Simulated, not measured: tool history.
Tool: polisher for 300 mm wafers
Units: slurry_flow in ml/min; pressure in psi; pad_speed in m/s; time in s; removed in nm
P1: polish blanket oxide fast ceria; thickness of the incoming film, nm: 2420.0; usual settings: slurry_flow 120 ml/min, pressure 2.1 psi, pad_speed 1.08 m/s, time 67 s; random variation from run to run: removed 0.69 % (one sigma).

run   hour  slurry_flow  pressure  pad_speed  time  wafers polished on this pad  hours since the slurry nozzle was cleaned  hours since the head pressure was calibrated  removed
  1   12.2          120       2.1       1.08    67                          479                                      265.8                                         139.1  1042.80
  2   18.2          120       2.1       1.08    67                          545                                      271.8                                         145.1  1034.40
  3   25.4          120       2.1       1.60    67                          625                                      279.0                                         152.3  1538.40
  4   33.6          120       2.1       1.08    33                          716                                      287.2                                         160.5   506.29
  5   45.3          120       2.1       1.08    94                          845                                      298.9                                         172.2  1456.40
  6   56.3          120       2.1       1.08    67                          967                                      309.9                                         183.2  1027.20
  7   66.1          120       1.1       0.66    67                         1076                                      319.7                                         193.0   333.19
  8   76.3          120       2.1       1.08    67                         1189                                      329.9                                         203.2  1046.00
  9   88.6          120       1.0       1.08    67                         1325                                      342.2                                         215.5   498.10
 10   99.3          170       2.1       1.08    67                         1443                                      352.9                                         226.2  1087.30
 11  107.3          120       3.1       1.08    67                         1532                                      360.9                                         234.2  1538.70
 12  118.5          120       2.1       1.08    67                         1656                                      372.1                                         245.4  1039.60
 13  128.1          120       2.1       0.48    67                         1762                                      381.7                                         255.0   460.22
 14  138.9           70       2.1       1.08    67                         1882                                      392.5                                         265.8   888.91
 15  148.8          120       2.1       1.08    67                         1992                                      402.4                                         275.7  1038.80
 16  155.4          120       2.1       1.08    67                         2065                                      409.0                                         282.3  1037.40
 17  162.9          120       2.1       1.08    67                         2148                                      416.5                                         289.8  1025.10
 18  171.2          120       2.1       1.08    67                         2240                                      424.8                                         298.1  1012.20
 19  182.2          120       2.1       1.08    67                         2362                                      435.8                                         309.1   994.77
 20  191.0          120       2.1       1.08    67                         2459                                      444.6                                         317.9   991.54
 21  198.1          120       2.1       1.08    67                         2538                                      451.7                                         325.0   990.20
     199.1  -- worn pad replaced by a new one
 22  210.5          120       2.1       1.08    67                          126                                      464.1                                         337.4   976.23
 23  222.3          120       2.1       1.08    67                          257                                      475.9                                         349.2   974.36
 24  233.4          120       2.1       1.08    67                          379                                      487.0                                         360.3   961.51
 25  246.4          120       2.1       1.08    67                          523                                      500.0                                         373.3   963.09
 26  259.2          120       2.1       1.08    67                          665                                      512.8                                         386.1   970.99
 27  266.0          120       2.1       1.08    67                          741                                      519.6                                         392.9   962.62

What P1 gives has crept away from where it was. These 2 causes fit the log equally well, each at the size given:
A: slurry flow missing at the pad, % = 25.3
B: head's pressure below its setpoint, % = 6.8
The creep began at about hour 155.4.
Why every other cause is out:
removal rate lost through wear of the pad, %: serviced at hour 199.1, which brought nothing back

4 check runs are offered, each on 5 wafers whose results are averaged, their results left as question marks. Which one tells the causes apart?
check 1  272.8          120       2.1       0.78    90                                                                                                                              ?
check 2  272.8           85       2.1       1.46    67                                                                                                                              ?
check 3  272.8          120       2.1       1.42    48                                                                                                                              ?
check 4  272.8          120       1.1       1.08    34                                                                                                                              ?

What each check would give under each cause:
  check   result     if A     if B
check 1  removed   937.29   937.27
check 2  removed  1170.30  1199.30
check 3  removed   910.05   910.03
check 4  removed   256.81   256.80
How far apart the two closest causes lie, in the result that separates them most: check 1 0 %; check 2 2.44 %; check 3 0 %; check 4 0 %
Only check 2 tells the causes apart: in the others they would give nearly the same result.

Then check 2 was run and gave: removed 1176.90 nm. Which cause is it?

It is A: slurry flow missing at the pad, %.

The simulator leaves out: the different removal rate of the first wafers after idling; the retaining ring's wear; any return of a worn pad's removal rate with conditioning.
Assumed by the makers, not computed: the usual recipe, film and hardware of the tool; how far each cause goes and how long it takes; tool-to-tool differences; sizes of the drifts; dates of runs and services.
